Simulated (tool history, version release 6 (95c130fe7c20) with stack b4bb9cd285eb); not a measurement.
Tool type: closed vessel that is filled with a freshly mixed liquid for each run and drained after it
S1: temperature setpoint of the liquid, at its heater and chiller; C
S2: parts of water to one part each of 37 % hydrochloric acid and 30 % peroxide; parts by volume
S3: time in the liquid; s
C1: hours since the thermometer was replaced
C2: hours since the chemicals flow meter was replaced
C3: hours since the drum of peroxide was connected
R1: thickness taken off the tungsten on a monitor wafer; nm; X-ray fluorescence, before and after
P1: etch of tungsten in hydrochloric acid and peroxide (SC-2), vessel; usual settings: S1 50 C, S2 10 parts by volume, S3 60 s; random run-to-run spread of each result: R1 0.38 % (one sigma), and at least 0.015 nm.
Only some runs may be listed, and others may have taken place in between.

{"run": 1, "hour": 2.8, "S1": 50, "S2": 10, "S3": 60, "C1": 1709.9, "C2": 640.8, "C3": 348.5, "R1": 20.194}
{"run": 2, "hour": 7.2, "S1": 37.5, "S2": 10, "S3": 60, "C1": 1714.3, "C2": 645.2, "C3": 352.9, "R1": 8.4447}
{"run": 3, "hour": 10.2, "S1": 50, "S2": 10, "S3": 60, "C1": 1717.3, "C2": 648.2, "C3": 355.9, "R1": 20.317}
{"run": 4, "hour": 12.3, "S1": 50, "S2": 10, "S3": 30, "C1": 1719.4, "C2": 650.3, "C3": 358, "R1": 10.089}
{"run": 5, "hour": 15.9, "S1": 35, "S2": 10, "S3": 30, "C1": 1723, "C2": 653.9, "C3": 361.6, "R1": 3.5524}
{"run": 6, "hour": 19.0, "S1": 50, "S2": 10, "S3": 60, "C1": 1726.1, "C2": 657, "C3": 364.7, "R1": 20.272}
{"run": 7, "hour": 21.3, "S1": 50, "S2": 17, "S3": 60, "C1": 1728.4, "C2": 659.3, "C3": 367, "R1": 12.759}
{"run": 8, "hour": 23.7, "S1": 63, "S2": 10, "S3": 60, "C1": 1730.8, "C2": 661.7, "C3": 369.4, "R1": 46.609}
{"run": 9, "hour": 27.8, "S1": 50, "S2": 10, "S3": 110, "C1": 1734.9, "C2": 665.8, "C3": 373.5, "R1": 37.061}
{"run": 10, "hour": 29.8, "S1": 50, "S2": 13.5, "S3": 100, "C1": 1736.9, "C2": 667.8, "C3": 375.5, "R1": 26.112}

Expected results for the next run?
{"run": 11, "hour": 32.0, "S1": 50, "S2": 4, "S3": 60, "C1": 1739.1, "C2": 670, "C3": 377.7, "R1": "?"}

Run 11 yielded R1 40.618 nm.
